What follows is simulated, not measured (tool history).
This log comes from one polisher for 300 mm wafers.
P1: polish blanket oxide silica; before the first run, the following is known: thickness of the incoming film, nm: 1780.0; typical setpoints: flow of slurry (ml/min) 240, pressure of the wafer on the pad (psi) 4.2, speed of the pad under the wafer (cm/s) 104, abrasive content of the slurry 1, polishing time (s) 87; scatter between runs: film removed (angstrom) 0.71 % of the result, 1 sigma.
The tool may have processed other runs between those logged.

| run | day | flow of slurry (ml/min) | pressure of the wafer on the pad (psi) | speed of the pad under the wafer (cm/s) | abrasive content of the slurry | polishing time (s) | film removed (angstrom) |
|---|---|---|---|---|---|---|---|
| 1 | 0.4 | 240 | 4.2 | 104 | 1 | 87 | 2876.7 |
|  | 0.717 | slurry blender recalibrated |
| 2 | 0.738 | 240 | 1.9 | 104 | 1 | 87 | 1286.7 |
| 3 | 1.079 | 240 | 4.2 | 104 | 1 | 87 | 2863.7 |
| 4 | 1.429 | 240 | 4.2 | 104 | 1.25 | 87 | 3152.4 |
| 5 | 1.658 | 240 | 4.2 | 104 | 1 | 134 | 4401.9 |
| 6 | 2.092 | 240 | 3.1 | 150 | 1 | 87 | 2865.5 |
| 7 | 2.392 | 240 | 6.3 | 104 | 1 | 87 | 4247.2 |
| 8 | 2.812 | 240 | 4.2 | 72 | 1 | 87 | 2150.8 |
| 9 | 3.238 | 240 | 4.2 | 104 | 1 | 39 | 1276 |
| 10 | 3.588 | 240 | 5.6 | 104 | 0.7 | 87 | 3199.4 |
|  | 3.938 | conditioning disc replaced and pad reconditioned |
| 11 | 3.988 | 240 | 4.2 | 104 | 1 | 87 | 2870.8 |
| 12 | 4.321 | 240 | 4.2 | 162 | 1 | 87 | 4069.3 |
| 13 | 4.596 | 240 | 4.2 | 104 | 0.55 | 87 | 2086.1 |
| 14 | 4.846 | 310 | 4.2 | 104 | 1 | 87 | 2963.9 |
| 15 | 5.121 | 145 | 4.2 | 104 | 1 | 87 | 2655.6 |
| 16 | 5.383 | 240 | 4.2 | 104 | 1 | 87 | 2861.4 |
| 17 | 5.671 | 240 | 4.2 | 104 | 1 | 87 | 2837.1 |
| 18 | 5.9 | 240 | 4.2 | 104 | 1 | 87 | 2781.9 |
| 19 | 6.329 | 240 | 4.2 | 104 | 1 | 87 | 2718.4 |
| 20 | 6.608 | 240 | 4.2 | 104 | 1 | 87 | 2709.4 |
|  | 6.942 | slurry nozzle cleaned |
| 21 | 6.992 | 240 | 4.2 | 104 | 1 | 87 | 2668.7 |
|  | 7.167 | head pressure recalibrated |
| 22 | 7.217 | 240 | 4.2 | 104 | 1 | 87 | 2632.5 |
| 23 | 7.508 | 240 | 4.2 | 104 | 1 | 87 | 2608.6 |
|  | 7.896 | conditioning disc replaced and pad reconditioned |
| 24 | 7.912 | 240 | 4.2 | 104 | 1 | 87 | 2626.9 |
| 25 | 8.271 | 240 | 4.2 | 104 | 1 | 87 | 2618.6 |

What will run 26 give?
| 26 | 8.546 | 240 | 4.2 | 104 | 1 | 87 | ? |

{"run 26": {"film removed (angstrom)": 2602}}

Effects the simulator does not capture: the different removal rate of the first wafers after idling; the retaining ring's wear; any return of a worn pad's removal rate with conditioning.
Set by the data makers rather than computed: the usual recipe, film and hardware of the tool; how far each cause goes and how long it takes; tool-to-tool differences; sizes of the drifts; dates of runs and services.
